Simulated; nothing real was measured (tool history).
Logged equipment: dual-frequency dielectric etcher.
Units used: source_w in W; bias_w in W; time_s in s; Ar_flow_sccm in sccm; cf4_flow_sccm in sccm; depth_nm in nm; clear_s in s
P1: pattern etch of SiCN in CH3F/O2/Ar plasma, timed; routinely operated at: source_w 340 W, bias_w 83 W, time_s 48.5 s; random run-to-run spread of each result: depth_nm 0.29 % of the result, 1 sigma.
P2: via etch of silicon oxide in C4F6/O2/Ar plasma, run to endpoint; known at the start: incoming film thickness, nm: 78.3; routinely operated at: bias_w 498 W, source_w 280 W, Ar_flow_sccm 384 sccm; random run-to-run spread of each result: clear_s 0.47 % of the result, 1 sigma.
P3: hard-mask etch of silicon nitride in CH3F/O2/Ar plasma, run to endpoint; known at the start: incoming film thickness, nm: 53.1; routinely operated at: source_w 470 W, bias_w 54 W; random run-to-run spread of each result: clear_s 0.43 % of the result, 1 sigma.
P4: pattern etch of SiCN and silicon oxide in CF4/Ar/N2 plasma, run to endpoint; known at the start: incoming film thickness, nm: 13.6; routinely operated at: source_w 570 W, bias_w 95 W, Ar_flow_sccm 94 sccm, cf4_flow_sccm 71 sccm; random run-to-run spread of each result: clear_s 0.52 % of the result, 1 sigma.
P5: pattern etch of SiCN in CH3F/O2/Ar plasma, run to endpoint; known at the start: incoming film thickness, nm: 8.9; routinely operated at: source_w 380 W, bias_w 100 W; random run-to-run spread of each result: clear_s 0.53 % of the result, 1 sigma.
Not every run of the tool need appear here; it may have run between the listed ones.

run 1 hour=2.7 | process=P1 source_w=340 bias_w=83 time_s=48.5 | depth_nm=17.873
run 2 hour=7.8 | process=P1 source_w=340 bias_w=83 time_s=48.5 | depth_nm=17.917
run 3 hour=12.4 | process=P1 source_w=340 bias_w=66 time_s=48.5 | depth_nm=16.500
run 4 hour=17.8 | process=P1 source_w=340 bias_w=111 time_s=48.5 | depth_nm=19.945
run 5 hour=20.5 | process=P4 source_w=720 bias_w=95 Ar_flow_sccm=94 cf4_flow_sccm=71 | clear_s=9.3574
run 6 hour=23.0 | process=P1 source_w=340 bias_w=83 time_s=48.5 | depth_nm=17.953
run 7 hour=25.9 | process=P4 source_w=570 bias_w=65 Ar_flow_sccm=94 cf4_flow_sccm=71 | clear_s=13.0200
run 8 hour=29.1 | process=P1 source_w=460 bias_w=113 time_s=48.5 | depth_nm=22.517
run 9 hour=33.2 | process=P5 source_w=380 bias_w=130 | clear_s=19.2780
run 10 hour=36.0 | process=P1 source_w=340 bias_w=83 time_s=48.5 | depth_nm=17.981
run 11 hour=40.9 | process=P3 source_w=470 bias_w=54 | clear_s=80.5050
run 12 hour=45.7 | process=P3 source_w=470 bias_w=69 | clear_s=74.2510
run 13 hour=49.5 | process=P1 source_w=340 bias_w=103 time_s=63.5 | depth_nm=25.508
run 14 hour=55.2 | process=P2 source_w=280 bias_w=498 Ar_flow_sccm=384 | clear_s=20.7710
run 15 hour=60.2 | process=P1 source_w=340 bias_w=83 time_s=60.5 | depth_nm=22.342
run 16 hour=65.8 | process=P2 source_w=280 bias_w=498 Ar_flow_sccm=384 | clear_s=20.8750
run 17 hour=69.4 | process=P1 source_w=400 bias_w=83 time_s=48.5 | depth_nm=19.031
run 18 hour=74.9 | process=P4 source_w=570 bias_w=95 Ar_flow_sccm=131 cf4_flow_sccm=71 | clear_s=11.9950
run 19 hour=78.1 | process=P4 source_w=570 bias_w=95 Ar_flow_sccm=94 cf4_flow_sccm=71 | clear_s=11.4770
run 20 hour=81.6 | process=P4 source_w=570 bias_w=95 Ar_flow_sccm=94 cf4_flow_sccm=56 | clear_s=11.8300
run 21 hour=86.5 | process=P2 source_w=280 bias_w=407 Ar_flow_sccm=384 | clear_s=22.3140
run 22 hour=91.6 | process=P1 source_w=340 bias_w=83 time_s=34.5 | depth_nm=12.719
run 23 hour=95.0 | process=P4 source_w=570 bias_w=95 Ar_flow_sccm=94 cf4_flow_sccm=71 | clear_s=11.4760
run 24 hour=97.7 | process=P1 source_w=340 bias_w=83 time_s=48.5 | depth_nm=18.009
run 25 hour=102.7 | process=P1 source_w=340 bias_w=83 time_s=48.5 | depth_nm=17.952
run 26 hour=108.1 | process=P1 source_w=220 bias_w=83 time_s=48.5 | depth_nm=15.229
run 27 hour=111.9 | process=P5 source_w=380 bias_w=100 | clear_s=21.5240
run 28 hour=116.6 | process=P2 source_w=380 bias_w=498 Ar_flow_sccm=384 | clear_s=18.4520
run 29 hour=119.8 | process=P3 source_w=610 bias_w=54 | clear_s=72.1670
run 30 hour=124.1 | process=P3 source_w=470 bias_w=54 | clear_s=80.1250
run 31 hour=128.5 | process=P1 source_w=340 bias_w=83 time_s=48.5 | depth_nm=17.931
run 32 hour=134.2 | process=P5 source_w=230 bias_w=100 | clear_s=26.0200
run 33 hour=139.2 | process=P2 source_w=280 bias_w=498 Ar_flow_sccm=474 | clear_s=21.2890
run 34 hour=142.0 | process=P1 source_w=340 bias_w=83 time_s=48.5 | depth_nm=17.948
run 35 hour=146.7 | process=P1 source_w=340 bias_w=83 time_s=48.5 | depth_nm=17.792
run 36 hour=150.5 | process=P1 source_w=340 bias_w=83 time_s=48.5 | depth_nm=17.666
run 37 hour=154.0 | process=P1 source_w=340 bias_w=83 time_s=48.5 | depth_nm=17.609
-- hour=154.5 wet clean of the chamber
run 38 hour=159.3 | process=P1 source_w=340 bias_w=83 time_s=48.5 | depth_nm=17.787
run 39 hour=164.5 | process=P1 source_w=340 bias_w=83 time_s=48.5 | depth_nm=17.679
run 40 hour=167.4 | process=P1 source_w=340 bias_w=83 time_s=48.5 | depth_nm=17.695
run 41 hour=170.6 | process=P1 source_w=340 bias_w=83 time_s=48.5 | depth_nm=17.646

Something has made what P1 gives creep away from where it was; the 2 causes below, each at its own stated size, fit the log equally well:
A: source power that arrives under what is set, % = 3.87
B: bias power that arrives under what is set, % = 3.91
The gradual shift began around hour 142.0.
Each remaining cause and why it is not a fit:
chamber walls in a state that lowers the etch rate, %: serviced after onset, at hour 154.5, with no recovery of the prior output

Of the 4 check runs below, each run on 3 wafers with the results averaged and each result still a question mark, which one would tell the listed causes apart?
run check 1 hour=173.8 | process=P5 source_w=380 bias_w=100 | clear_s=?
run check 2 hour=173.8 | process=P4 source_w=570 bias_w=95 Ar_flow_sccm=94 cf4_flow_sccm=71 | clear_s=?
run check 3 hour=173.8 | process=P2 source_w=280 bias_w=498 Ar_flow_sccm=384 | clear_s=?
run check 4 hour=173.8 | process=P3 source_w=470 bias_w=54 | clear_s=?

Check results expected under each cause:
check=check_1 result=clear_s if_A=21.7110 if_B=21.7220
check=check_2 result=clear_s if_A=11.8610 if_B=11.6160
check=check_3 result=clear_s if_A=21.0570 if_B=21.0710
check=check_4 result=clear_s if_A=81.2670 if_B=81.0350
Smallest distance between any two causes, each pair judged by its most separating result, in per cent: check 1 0.05 %; check 2 2.09 %; check 3 0.07 %; check 4 0.29 %
Only in check 2 would the causes give clearly different results; in the remaining checks their results would be nearly the same.

After running check 2, the following was obtained: clear_s 11.5500 s. Which cause does this point to?

Of the candidate causes, it is B: bias power that arrives under what is set, %.
